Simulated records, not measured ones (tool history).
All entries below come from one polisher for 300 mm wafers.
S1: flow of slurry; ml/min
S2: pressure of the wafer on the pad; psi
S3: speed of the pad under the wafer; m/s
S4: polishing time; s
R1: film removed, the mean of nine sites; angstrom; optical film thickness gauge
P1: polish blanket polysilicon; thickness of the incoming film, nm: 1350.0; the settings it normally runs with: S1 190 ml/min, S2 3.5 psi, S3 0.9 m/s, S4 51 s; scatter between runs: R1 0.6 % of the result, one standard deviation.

run	day	S1	S2	S3	S4	R1
1	0.192	190	3.5	0.9	51	5500.9
2	0.429	190	3.5	0.5	51	3090.9
3	0.662	190	2.1	0.9	67	4343.3
4	0.946	190	3.5	0.9	29	3134.2
5	1.15	190	3.5	1.42	51	8725.7
6	1.388	190	3.5	0.9	77	8284.8
7	1.596	190	1.6	0.9	51	2514.4
8	1.808	190	3.5	0.9	51	5506
9	1.962	295	3.5	0.9	51	5792.3
10	2.146	190	3.5	0.9	51	5519.7
11	2.317	190	3.5	0.9	51	5474.4
12	2.512	115	3.5	0.9	51	5058.5
13	2.742	190	3.5	0.9	51	5566
14	2.888	255	4.4	0.9	51	7259.7
15	3.2	190	3.5	0.9	51	5526.7
16	3.404	190	3.5	0.9	51	5536.4
17	3.658	190	5.1	0.9	51	8113.6
18	3.929	190	3.5	1.2	36	5103.4
19	4.096	190	3.5	0.9	51	5527.6
20	4.354	190	3.5	0.9	51	5433.9
21	4.612	190	3.5	0.9	51	5328.9
22	4.829	190	3.5	0.9	51	5249.6
23	5.046	190	3.5	0.9	51	5259.3
# day 5.225: head pressure recalibrated
24	5.254	190	3.5	0.9	51	5250.8
25	5.45	190	3.5	0.9	51	5208.4
26	5.592	190	3.5	0.9	51	5147.5
27	5.842	190	3.5	0.9	51	5183.7
28	6.054	190	3.5	0.9	51	5179.3

The output of P1 has drifted from where it used to be. Each of the 2 causes below, taken at the size shown beside it, accounts for the log equally well:
A: removal rate lost through wear of the pad, % = 6.43
B: slurry flow missing at the pad, % = 32.7
The drift started at roughly day 4.096.
What rules out each remaining cause:
head's pressure below its setpoint, %: serviced at day 5.225, which brought nothing back

You are offered 4 check runs, listed below with question marks in place of their results; each one averages 5 wafers. Which run separates the listed causes by giving clearly different results for each?
check 1	6.267	190	1.7	0.9	51	?
check 2	6.267	295	3.5	0.68	51	?
check 3	6.267	190	3.5	1.3	51	?
check 4	6.267	190	4.6	0.9	51	?

Check results expected under each cause:
check	result	if A	if B
check 1	R1	2508.4	2508.7
check 2	R1	4101.2	4194.9
check 3	R1	7459.5	7460.6
check 4	R1	6787.3	6788.3
Per-check spread between the two closest causes, in the result where they differ most: check 1 0.01 %; check 2 2.26 %; check 3 0.01 %; check 4 0.01 %
Of the check runs offered, only check 2 discriminates between the causes; the rest would read about the same regardless of which cause applies.

Check 2 has now been run. It gave: R1 4192.1 angstrom. Which of the candidate causes is it?

It is B: slurry flow missing at the pad, %.
